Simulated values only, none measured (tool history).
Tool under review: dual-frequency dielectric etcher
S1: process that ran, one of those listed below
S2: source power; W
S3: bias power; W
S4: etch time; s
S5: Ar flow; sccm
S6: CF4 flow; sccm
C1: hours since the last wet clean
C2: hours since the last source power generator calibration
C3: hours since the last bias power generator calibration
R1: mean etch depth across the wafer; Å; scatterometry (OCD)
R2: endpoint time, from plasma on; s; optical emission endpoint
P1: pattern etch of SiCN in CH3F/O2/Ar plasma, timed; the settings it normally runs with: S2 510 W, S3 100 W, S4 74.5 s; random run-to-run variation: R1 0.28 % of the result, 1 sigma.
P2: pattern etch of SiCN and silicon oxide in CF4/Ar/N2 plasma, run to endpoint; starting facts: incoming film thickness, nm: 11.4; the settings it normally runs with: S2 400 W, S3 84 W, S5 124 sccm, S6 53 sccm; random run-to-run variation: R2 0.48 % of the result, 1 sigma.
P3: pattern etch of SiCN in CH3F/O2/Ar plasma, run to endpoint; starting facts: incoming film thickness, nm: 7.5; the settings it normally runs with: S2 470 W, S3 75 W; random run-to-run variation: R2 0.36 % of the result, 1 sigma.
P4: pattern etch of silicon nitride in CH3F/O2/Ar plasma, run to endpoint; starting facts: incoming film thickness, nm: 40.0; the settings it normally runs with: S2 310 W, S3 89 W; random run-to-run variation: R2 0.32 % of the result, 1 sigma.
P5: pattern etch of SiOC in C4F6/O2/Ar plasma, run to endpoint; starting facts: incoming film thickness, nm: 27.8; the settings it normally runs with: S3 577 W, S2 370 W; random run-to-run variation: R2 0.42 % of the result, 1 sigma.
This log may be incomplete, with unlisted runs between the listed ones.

{"run": 1, "day": 0.275, "S1": "P1", "S2": 510, "S3": 100, "S4": 74.5, "C1": 228.7, "C2": 474.5, "C3": 1114.9, "R1": 342.78}
{"run": 2, "day": 0.504, "S1": "P1", "S2": 510, "S3": 100, "S4": 74.5, "C1": 234.2, "C2": 480.0, "C3": 1120.4, "R1": 341.22}
{"run": 3, "day": 0.758, "S1": "P3", "S2": 470, "S3": 75, "C1": 240.3, "C2": 486.1, "C3": 1126.5, "R2": 18.268}
{"run": 4, "day": 1.121, "S1": "P5", "S2": 510, "S3": 577, "C1": 249.0, "C2": 494.8, "C3": 1135.2, "R2": 8.4885}
{"run": 5, "day": 1.517, "S1": "P1", "S2": 330, "S3": 100, "S4": 74.5, "C1": 258.5, "C2": 504.3, "C3": 1144.7, "R1": 291.15}
{"run": 6, "day": 1.788, "S1": "P2", "S2": 400, "S3": 84, "S5": 124, "S6": 53, "C1": 265.0, "C2": 510.8, "C3": 1151.2, "R2": 15.314}
{"run": 7, "day": 2.096, "S1": "P1", "S2": 510, "S3": 84, "S4": 41.0, "C1": 272.4, "C2": 518.2, "C3": 1158.6, "R1": 177.12}
{"run": 8, "day": 2.271, "S1": "P2", "S2": 400, "S3": 84, "S5": 124, "S6": 53, "C1": 276.6, "C2": 522.4, "C3": 1162.8, "R2": 15.305}
{"run": 9, "day": 2.542, "S1": "P4", "S2": 310, "S3": 89, "C1": 283.1, "C2": 528.9, "C3": 1169.3, "R2": 60.444}
{"run": 10, "day": 2.854, "S1": "P2", "S2": 320, "S3": 84, "S5": 124, "S6": 53, "C1": 290.6, "C2": 536.4, "C3": 1176.8, "R2": 18.631}
{"run": 11, "day": 3.188, "S1": "P1", "S2": 660, "S3": 100, "S4": 74.5, "C1": 298.6, "C2": 544.4, "C3": 1184.8, "R1": 376.78}
{"run": 12, "day": 3.367, "S1": "P2", "S2": 400, "S3": 84, "S5": 84, "S6": 53, "C1": 302.9, "C2": 548.7, "C3": 1189.1, "R2": 14.441}
{"run": 13, "day": 3.608, "S1": "P1", "S2": 510, "S3": 100, "S4": 96.5, "C1": 308.7, "C2": 554.5, "C3": 1194.9, "R1": 442.84}
{"run": 14, "day": 3.883, "S1": "P1", "S2": 510, "S3": 63, "S4": 74.5, "C1": 315.3, "C2": 561.1, "C3": 1201.5, "R1": 292.0}
{"run": 15, "day": 4.25, "S1": "P3", "S2": 470, "S3": 48, "C1": 324.1, "C2": 569.9, "C3": 1210.3, "R2": 21.175}
{"run": 16, "day": 4.55, "S1": "P1", "S2": 510, "S3": 100, "S4": 74.5, "C1": 331.3, "C2": 577.1, "C3": 1217.5, "R1": 341.27}
{"run": 17, "day": 4.829, "S1": "P1", "S2": 510, "S3": 100, "S4": 74.5, "C1": 338.0, "C2": 583.8, "C3": 1224.2, "R1": 343.34}
{"run": 18, "day": 5.008, "S1": "P4", "S2": 310, "S3": 89, "C1": 342.3, "C2": 588.1, "C3": 1228.5, "R2": 60.616}
{"run": 19, "day": 5.242, "S1": "P4", "S2": 310, "S3": 62, "C1": 347.9, "C2": 593.7, "C3": 1234.1, "R2": 68.72}
{"run": 20, "day": 5.492, "S1": "P1", "S2": 510, "S3": 100, "S4": 74.5, "C1": 353.9, "C2": 599.7, "C3": 1240.1, "R1": 341.37}
{"run": 21, "day": 5.742, "S1": "P5", "S2": 370, "S3": 577, "C1": 359.9, "C2": 605.7, "C3": 1246.1, "R2": 9.5021}
{"run": 22, "day": 5.954, "S1": "P2", "S2": 400, "S3": 84, "S5": 124, "S6": 40, "C1": 365.0, "C2": 610.8, "C3": 1251.2, "R2": 15.935}
{"run": 23, "day": 6.292, "S1": "P1", "S2": 510, "S3": 138, "S4": 74.5, "C1": 373.1, "C2": 618.9, "C3": 1259.3, "R1": 387.28}
{"run": 24, "day": 6.579, "S1": "P1", "S2": 510, "S3": 100, "S4": 43.5, "C1": 380.0, "C2": 625.8, "C3": 1266.2, "R1": 199.64}
{"run": 25, "day": 6.883, "S1": "P2", "S2": 400, "S3": 56, "S5": 124, "S6": 53, "C1": 387.3, "C2": 633.1, "C3": 1273.5, "R2": 17.515}
{"run": 26, "day": 7.162, "S1": "P1", "S2": 510, "S3": 100, "S4": 74.5, "C1": 394.0, "C2": 639.8, "C3": 1280.2, "R1": 341.83}
{"run": 27, "day": 7.392, "S1": "P5", "S2": 370, "S3": 577, "C1": 399.5, "C2": 645.3, "C3": 1285.7, "R2": 9.4857}
{"run": 28, "day": 7.608, "S1": "P3", "S2": 290, "S3": 75, "C1": 404.7, "C2": 650.5, "C3": 1290.9, "R2": 21.809}
{"run": 29, "day": 7.912, "S1": "P4", "S2": 180, "S3": 89, "C1": 412.0, "C2": 657.8, "C3": 1298.2, "R2": 74.181}
{"run": 30, "day": 8.292, "S1": "P5", "S2": 370, "S3": 819, "C1": 421.1, "C2": 666.9, "C3": 1307.3, "R2": 8.2964}
{"run": 31, "day": 8.596, "S1": "P1", "S2": 510, "S3": 82, "S4": 105.0, "C1": 428.4, "C2": 674.2, "C3": 1314.6, "R1": 449.32}
{"run": 32, "day": 8.792, "S1": "P1", "S2": 680, "S3": 130, "S4": 74.5, "C1": 433.1, "C2": 678.9, "C3": 1319.3, "R1": 420.9}
{"run": 33, "day": 9.017, "S1": "P1", "S2": 510, "S3": 100, "S4": 74.5, "C1": 438.5, "C2": 684.3, "C3": 1324.7, "R1": 342.2}
{"run": 34, "day": 9.279, "S1": "P1", "S2": 510, "S3": 100, "S4": 74.5, "C1": 444.8, "C2": 690.6, "C3": 1331.0, "R1": 340.78}
{"run": 35, "day": 9.55, "S1": "P1", "S2": 510, "S3": 100, "S4": 74.5, "C1": 451.3, "C2": 697.1, "C3": 1337.5, "R1": 340.21}
{"run": 36, "day": 9.896, "S1": "P1", "S2": 510, "S3": 100, "S4": 74.5, "C1": 459.6, "C2": 705.4, "C3": 1345.8, "R1": 338.5}
{"run": 37, "day": 10.196, "S1": "P1", "S2": 510, "S3": 100, "S4": 74.5, "C1": 466.8, "C2": 712.6, "C3": 1353.0, "R1": 338.71}
{"run": 38, "day": 10.5, "S1": "P1", "S2": 510, "S3": 100, "S4": 74.5, "C1": 474.1, "C2": 719.9, "C3": 1360.3, "R1": 336.43}
{"day": 10.638, "done": "wet clean of the chamber"}
{"run": 39, "day": 10.888, "S1": "P1", "S2": 510, "S3": 100, "S4": 74.5, "C1": 6.0, "C2": 729.2, "C3": 1369.6, "R1": 337.57}
{"run": 40, "day": 11.246, "S1": "P1", "S2": 510, "S3": 100, "S4": 74.5, "C1": 14.6, "C2": 737.8, "C3": 1378.2, "R1": 337.63}
{"run": 41, "day": 11.571, "S1": "P1", "S2": 510, "S3": 100, "S4": 74.5, "C1": 22.4, "C2": 745.6, "C3": 1386.0, "R1": 337.85}
{"run": 42, "day": 11.762, "S1": "P1", "S2": 510, "S3": 100, "S4": 74.5, "C1": 27.0, "C2": 750.2, "C3": 1390.6, "R1": 339.28}

P1 has crept away from where it was. The log is fitted equally well by each of these 2 causes, at the sizes shown:
A: bias power that arrives under what is set, % = 4.12
B: source power that arrives under what is set, % = 4.12
Creep in the process output first set in at about day 9.017.
Other possible causes, and why each is ruled out:
chamber walls in a state that lowers the etch rate, %: maintenance at day 10.638, after the shift began, did not return the process to its former output

Each of the check runs listed below is run on 3 wafers and reports their average, with the results left as question marks. Pick the one under which the possible causes would lead to clearly different results.
{"run": "check 1", "day": 11.954, "S1": "P2", "S2": 400, "S3": 61, "S5": 124, "S6": 41, "R2": "?"}
{"run": "check 2", "day": 11.954, "S1": "P3", "S2": 330, "S3": 61, "R2": "?"}
{"run": "check 3", "day": 11.954, "S1": "P4", "S2": 190, "S3": 67, "R2": "?"}
{"run": "check 4", "day": 11.954, "S1": "P5", "S2": 500, "S3": 766, "R2": "?"}

If the cause were each of the candidates in turn, the checks would give the following:
check=check_1 result=R2 if_A=18.2620 if_B=18.6490
check=check_2 result=R2 if_A=22.7500 if_B=22.7830
check=check_3 result=R2 if_A=81.9540 if_B=82.0210
check=check_4 result=R2 if_A=7.7679 if_B=7.7592
Smallest distance between any two causes, each pair judged by its most separating result, in per cent: check 1 2.1 %; check 2 0.14 %; check 3 0.08 %; check 4 0.11 %
Check 1 is the one run that separates the causes; every other check would come out nearly the same whichever cause is at work.

With check 1 done, the readings were: R2 18.2520 s. Identify which of the listed causes applies.

The cause is A: bias power that arrives under what is set, %.
